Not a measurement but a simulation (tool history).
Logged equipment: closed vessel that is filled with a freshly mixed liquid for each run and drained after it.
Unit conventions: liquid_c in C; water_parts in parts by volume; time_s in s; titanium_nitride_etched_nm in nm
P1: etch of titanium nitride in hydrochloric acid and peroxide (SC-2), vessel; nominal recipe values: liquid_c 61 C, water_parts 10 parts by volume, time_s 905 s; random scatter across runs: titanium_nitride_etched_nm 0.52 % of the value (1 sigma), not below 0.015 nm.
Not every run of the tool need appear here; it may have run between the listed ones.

run	hour	liquid_c	water_parts	time_s	hours since the thermometer was replaced	hours since the chemicals flow meter was replaced	hours since the drum of peroxide was connected	titanium_nitride_etched_nm
1	8.1	61	10	905	570	1406.3	241.4	35.525
2	17.8	45.5	5	905	579.7	1416	251.1	21.972
3	25.9	61	18	905	587.8	1424.1	259.2	21.508
4	34.5	61	10	905	596.4	1432.7	267.8	35.686
5	39.7	61	10	905	601.6	1437.9	273	35.348
6	47.7	61	10	70	609.6	1445.9	281	2.695
7	56.9	72	10	905	618.8	1455.1	290.2	69.612
8	65.1	61	14	115	627	1463.3	298.4	3.4429
9	72	61	4	905	633.9	1470.2	305.3	70.651
10	79.8	61	10	905	641.7	1478	313.1	35.284
11	89.9	48	10	905	651.8	1488.1	323.2	15.275
12	100.4	61	10	905	662.3	1498.6	333.7	35.102
13	108	61	10	905	669.9	1506.2	341.3	35.271
14	116	61	14.5	460	677.9	1514.2	349.3	13.045
15	125	61	10	1305	686.9	1523.2	358.3	51.569
16	134.9	61	10	905	696.8	1533.1	368.2	35.368
17	140.2	61	10	905	702.1	1538.4	373.5	36.42

Forecast run 18:
18	147.1	61	10	905	709	1545.3	380.4	?

titanium_nitride_etched_nm: 37.024 nm
